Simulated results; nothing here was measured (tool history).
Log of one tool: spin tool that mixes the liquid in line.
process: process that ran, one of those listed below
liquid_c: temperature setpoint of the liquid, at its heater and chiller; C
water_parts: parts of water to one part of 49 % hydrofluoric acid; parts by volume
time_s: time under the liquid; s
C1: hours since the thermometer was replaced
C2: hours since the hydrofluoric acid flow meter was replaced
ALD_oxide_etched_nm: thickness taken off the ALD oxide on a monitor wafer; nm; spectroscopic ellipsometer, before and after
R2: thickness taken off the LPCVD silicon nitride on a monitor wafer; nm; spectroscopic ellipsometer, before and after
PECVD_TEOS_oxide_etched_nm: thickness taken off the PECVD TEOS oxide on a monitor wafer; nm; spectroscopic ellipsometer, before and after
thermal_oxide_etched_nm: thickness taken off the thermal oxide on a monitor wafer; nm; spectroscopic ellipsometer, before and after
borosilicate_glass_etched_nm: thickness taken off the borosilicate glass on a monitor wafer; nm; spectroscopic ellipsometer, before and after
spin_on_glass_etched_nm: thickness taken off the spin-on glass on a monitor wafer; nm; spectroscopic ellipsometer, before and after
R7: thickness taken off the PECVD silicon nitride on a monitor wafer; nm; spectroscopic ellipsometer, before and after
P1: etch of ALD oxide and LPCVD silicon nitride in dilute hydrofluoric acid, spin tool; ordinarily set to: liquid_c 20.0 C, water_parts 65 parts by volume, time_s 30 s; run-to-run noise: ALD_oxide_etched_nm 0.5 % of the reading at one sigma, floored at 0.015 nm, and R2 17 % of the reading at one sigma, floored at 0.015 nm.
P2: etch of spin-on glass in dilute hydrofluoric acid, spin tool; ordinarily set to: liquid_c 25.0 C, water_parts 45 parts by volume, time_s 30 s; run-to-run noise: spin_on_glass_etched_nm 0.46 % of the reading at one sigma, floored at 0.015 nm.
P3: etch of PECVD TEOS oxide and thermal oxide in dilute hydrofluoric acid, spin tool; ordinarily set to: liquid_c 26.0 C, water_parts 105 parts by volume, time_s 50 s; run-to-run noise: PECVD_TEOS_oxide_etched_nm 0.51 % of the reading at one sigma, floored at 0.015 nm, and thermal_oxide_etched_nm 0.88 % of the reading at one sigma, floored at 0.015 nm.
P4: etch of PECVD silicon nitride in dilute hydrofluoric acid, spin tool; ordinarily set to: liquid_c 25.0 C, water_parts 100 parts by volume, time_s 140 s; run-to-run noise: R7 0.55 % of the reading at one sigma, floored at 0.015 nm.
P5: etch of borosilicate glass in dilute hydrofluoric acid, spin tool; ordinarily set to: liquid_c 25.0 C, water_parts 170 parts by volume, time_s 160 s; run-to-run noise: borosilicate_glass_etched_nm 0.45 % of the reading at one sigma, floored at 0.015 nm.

{"run": 1, "hour": 5.5, "process": "P1", "liquid_c": 20.0, "water_parts": 65, "time_s": 30, "C1": 732.8, "C2": 823.0, "ALD_oxide_etched_nm": 13.162, "R2": 0.16969}
{"run": 2, "hour": 9.5, "process": "P3", "liquid_c": 26.0, "water_parts": 105, "time_s": 50, "C1": 736.8, "C2": 827.0, "PECVD_TEOS_oxide_etched_nm": 4.868, "thermal_oxide_etched_nm": 2.3515}
{"run": 3, "hour": 12.4, "process": "P5", "liquid_c": 25.0, "water_parts": 170, "time_s": 295, "C1": 739.7, "C2": 829.9, "borosilicate_glass_etched_nm": 46.589}
{"run": 4, "hour": 16.3, "process": "P1", "liquid_c": 20.0, "water_parts": 110, "time_s": 50, "C1": 743.6, "C2": 833.8, "ALD_oxide_etched_nm": 12.27, "R2": 0.11334}
{"run": 5, "hour": 21.1, "process": "P1", "liquid_c": 20.0, "water_parts": 20, "time_s": 30, "C1": 748.4, "C2": 838.6, "ALD_oxide_etched_nm": 44.721, "R2": 0.57085}
{"run": 6, "hour": 25.2, "process": "P3", "liquid_c": 26.0, "water_parts": 105, "time_s": 50, "C1": 752.5, "C2": 842.7, "PECVD_TEOS_oxide_etched_nm": 4.8623, "thermal_oxide_etched_nm": 2.3818}
{"run": 7, "hour": 28.0, "process": "P2", "liquid_c": 25.0, "water_parts": 45, "time_s": 60, "C1": 755.3, "C2": 845.5, "spin_on_glass_etched_nm": 66.251}
{"run": 8, "hour": 32.2, "process": "P5", "liquid_c": 19.0, "water_parts": 170, "time_s": 160, "C1": 759.5, "C2": 849.7, "borosilicate_glass_etched_nm": 20.271}
{"run": 9, "hour": 36.3, "process": "P3", "liquid_c": 26.0, "water_parts": 105, "time_s": 15, "C1": 763.6, "C2": 853.8, "PECVD_TEOS_oxide_etched_nm": 1.4811, "thermal_oxide_etched_nm": 0.68149}
{"run": 10, "hour": 39.1, "process": "P2", "liquid_c": 25.0, "water_parts": 75, "time_s": 30, "C1": 766.4, "C2": 856.6, "spin_on_glass_etched_nm": 19.173}
{"run": 11, "hour": 42.4, "process": "P3", "liquid_c": 18.5, "water_parts": 105, "time_s": 50, "C1": 769.7, "C2": 859.9, "PECVD_TEOS_oxide_etched_nm": 3.6269, "thermal_oxide_etched_nm": 1.7282}
{"run": 12, "hour": 45.9, "process": "P5", "liquid_c": 25.0, "water_parts": 170, "time_s": 160, "C1": 773.2, "C2": 863.4, "borosilicate_glass_etched_nm": 25.204}
{"run": 13, "hour": 51.4, "process": "P1", "liquid_c": 17.0, "water_parts": 65, "time_s": 30, "C1": 778.7, "C2": 868.9, "ALD_oxide_etched_nm": 11.595, "R2": 0.11992}
{"run": 14, "hour": 55.5, "process": "P4", "liquid_c": 25.0, "water_parts": 20, "time_s": 140, "C1": 782.8, "C2": 873.0, "R7": 23.9}
{"run": 15, "hour": 59.6, "process": "P1", "liquid_c": 20.0, "water_parts": 65, "time_s": 30, "C1": 786.9, "C2": 877.1, "ALD_oxide_etched_nm": 13.109, "R2": 0.17787}
{"run": 16, "hour": 62.4, "process": "P1", "liquid_c": 23.5, "water_parts": 65, "time_s": 30, "C1": 789.7, "C2": 879.9, "ALD_oxide_etched_nm": 15.128, "R2": 0.23822}
{"run": 17, "hour": 68.5, "process": "P1", "liquid_c": 20.0, "water_parts": 65, "time_s": 30, "C1": 795.8, "C2": 886.0, "ALD_oxide_etched_nm": 13.201, "R2": 0.15886}
{"run": 18, "hour": 71.9, "process": "P5", "liquid_c": 25.0, "water_parts": 95, "time_s": 160, "C1": 799.2, "C2": 889.4, "borosilicate_glass_etched_nm": 49.311}
{"run": 19, "hour": 77.8, "process": "P1", "liquid_c": 20.0, "water_parts": 65, "time_s": 45, "C1": 805.1, "C2": 895.3, "ALD_oxide_etched_nm": 19.69, "R2": 0.23911}
{"run": 20, "hour": 81.1, "process": "P1", "liquid_c": 20.0, "water_parts": 65, "time_s": 30, "C1": 808.4, "C2": 898.6, "ALD_oxide_etched_nm": 13.224, "R2": 0.15216}
{"run": 21, "hour": 84.9, "process": "P2", "liquid_c": 25.0, "water_parts": 45, "time_s": 30, "C1": 812.2, "C2": 902.4, "spin_on_glass_etched_nm": 33.32}
{"run": 22, "hour": 87.9, "process": "P3", "liquid_c": 26.0, "water_parts": 180, "time_s": 50, "C1": 815.2, "C2": 905.4, "PECVD_TEOS_oxide_etched_nm": 2.5747, "thermal_oxide_etched_nm": 1.2325}
{"run": 23, "hour": 94.0, "process": "P1", "liquid_c": 20.0, "water_parts": 65, "time_s": 30, "C1": 821.3, "C2": 911.5, "ALD_oxide_etched_nm": 13.105, "R2": 0.13348}
{"run": 24, "hour": 98.1, "process": "P2", "liquid_c": 25.0, "water_parts": 45, "time_s": 30, "C1": 825.4, "C2": 915.6, "spin_on_glass_etched_nm": 33.342}
{"run": 25, "hour": 101.9, "process": "P1", "liquid_c": 20.0, "water_parts": 65, "time_s": 30, "C1": 829.2, "C2": 919.4, "ALD_oxide_etched_nm": 13.216, "R2": 0.19425}
{"run": 26, "hour": 107.4, "process": "P4", "liquid_c": 25.0, "water_parts": 100, "time_s": 140, "C1": 834.7, "C2": 924.9, "R7": 4.9723}
{"run": 27, "hour": 112.0, "process": "P4", "liquid_c": 17.0, "water_parts": 100, "time_s": 140, "C1": 839.3, "C2": 929.5, "R7": 2.8478}
{"run": 28, "hour": 117.6, "process": "P4", "liquid_c": 25.0, "water_parts": 100, "time_s": 140, "C1": 844.9, "C2": 935.1, "R7": 4.8873}
{"run": 29, "hour": 121.2, "process": "P1", "liquid_c": 20.0, "water_parts": 65, "time_s": 15, "C1": 848.5, "C2": 938.7, "ALD_oxide_etched_nm": 6.5757, "R2": 0.10583}
{"run": 30, "hour": 125.1, "process": "P2", "liquid_c": 32.0, "water_parts": 45, "time_s": 30, "C1": 852.4, "C2": 942.6, "spin_on_glass_etched_nm": 44.067}
{"run": 31, "hour": 128.8, "process": "P4", "liquid_c": 25.0, "water_parts": 100, "time_s": 45, "C1": 856.1, "C2": 946.3, "R7": 1.5911}
{"run": 32, "hour": 132.3, "process": "P1", "liquid_c": 20.0, "water_parts": 95, "time_s": 30, "C1": 859.6, "C2": 949.8, "ALD_oxide_etched_nm": 8.6863, "R2": 0.092251}
{"run": 33, "hour": 137.4, "process": "P1", "liquid_c": 20.0, "water_parts": 65, "time_s": 30, "C1": 864.7, "C2": 954.9, "ALD_oxide_etched_nm": 13.112, "R2": 0.17494}
{"run": 34, "hour": 142.2, "process": "P1", "liquid_c": 20.0, "water_parts": 65, "time_s": 30, "C1": 869.5, "C2": 959.7, "ALD_oxide_etched_nm": 12.573, "R2": 0.16536}
{"run": 35, "hour": 145.5, "process": "P1", "liquid_c": 20.0, "water_parts": 65, "time_s": 30, "C1": 872.8, "C2": 963.0, "ALD_oxide_etched_nm": 12.51, "R2": 0.12228}
{"run": 36, "hour": 150.4, "process": "P1", "liquid_c": 20.0, "water_parts": 65, "time_s": 30, "C1": 877.7, "C2": 967.9, "ALD_oxide_etched_nm": 12.254, "R2": 0.1395}
{"run": 37, "hour": 155.0, "process": "P1", "liquid_c": 20.0, "water_parts": 65, "time_s": 30, "C1": 882.3, "C2": 972.5, "ALD_oxide_etched_nm": 12.152, "R2": 0.20383}
{"run": 38, "hour": 161.0, "process": "P1", "liquid_c": 20.0, "water_parts": 65, "time_s": 30, "C1": 888.3, "C2": 978.5, "ALD_oxide_etched_nm": 12.115, "R2": 0.15706}
{"run": 39, "hour": 167.1, "process": "P1", "liquid_c": 20.0, "water_parts": 65, "time_s": 30, "C1": 894.4, "C2": 984.6, "ALD_oxide_etched_nm": 12.086, "R2": 0.13895}
{"run": 40, "hour": 172.3, "process": "P1", "liquid_c": 20.0, "water_parts": 65, "time_s": 30, "C1": 899.6, "C2": 989.8, "ALD_oxide_etched_nm": 12.018, "R2": 0.14371}

Compared with where it was, what P1 gives has crept away. Each cause listed below fits the log as well as the rest, at the size given for it:
A: hydrofluoric acid flow below the setpoint (%) = 7.68
B: liquid colder than its thermometer reads (K) = 2.04
The drift started at roughly hour 137.4.

The check runs listed below each take one wafer, and their results are still question marks. Under which run would the listed causes lead to clearly different results?
{"run": "check 1", "hour": 177.5, "process": "P3", "liquid_c": 26.0, "water_parts": 140, "time_s": 15, "PECVD_TEOS_oxide_etched_nm": "?", "thermal_oxide_etched_nm": "?"}
{"run": "check 2", "hour": 177.5, "process": "P2", "liquid_c": 29.0, "water_parts": 60, "time_s": 30, "spin_on_glass_etched_nm": "?"}
{"run": "check 3", "hour": 177.5, "process": "P4", "liquid_c": 17.5, "water_parts": 25, "time_s": 140, "R7": "?"}
{"run": "check 4", "hour": 177.5, "process": "P5", "liquid_c": 25.0, "water_parts": 100, "time_s": 245, "borosilicate_glass_etched_nm": "?"}

Check results expected under each cause:
check=check_1 result=PECVD_TEOS_oxide_etched_nm if_A=0.95357 if_B=0.96913
check=check_1 result=thermal_oxide_etched_nm if_A=0.46417 if_B=0.47175
check=check_2 result=spin_on_glass_etched_nm if_A=26.412 if_B=26.587
check=check_3 result=R7 if_A=10.5650 if_B=9.8448
check=check_4 result=borosilicate_glass_etched_nm if_A=65.399 if_B=66.022
Per check, the gap between the least separated pair of causes, taken in the result that splits them most: check 1 1.62 %; check 2 0.66 %; check 3 7.06 %; check 4 0.95 %
The causes can be told apart only by check 3. The other checks would give nearly the same results under each of them.

Check 3 was then run and gave: R7 9.8411 nm. Which cause is it?

It was cause B: liquid colder than its thermometer reads (K).

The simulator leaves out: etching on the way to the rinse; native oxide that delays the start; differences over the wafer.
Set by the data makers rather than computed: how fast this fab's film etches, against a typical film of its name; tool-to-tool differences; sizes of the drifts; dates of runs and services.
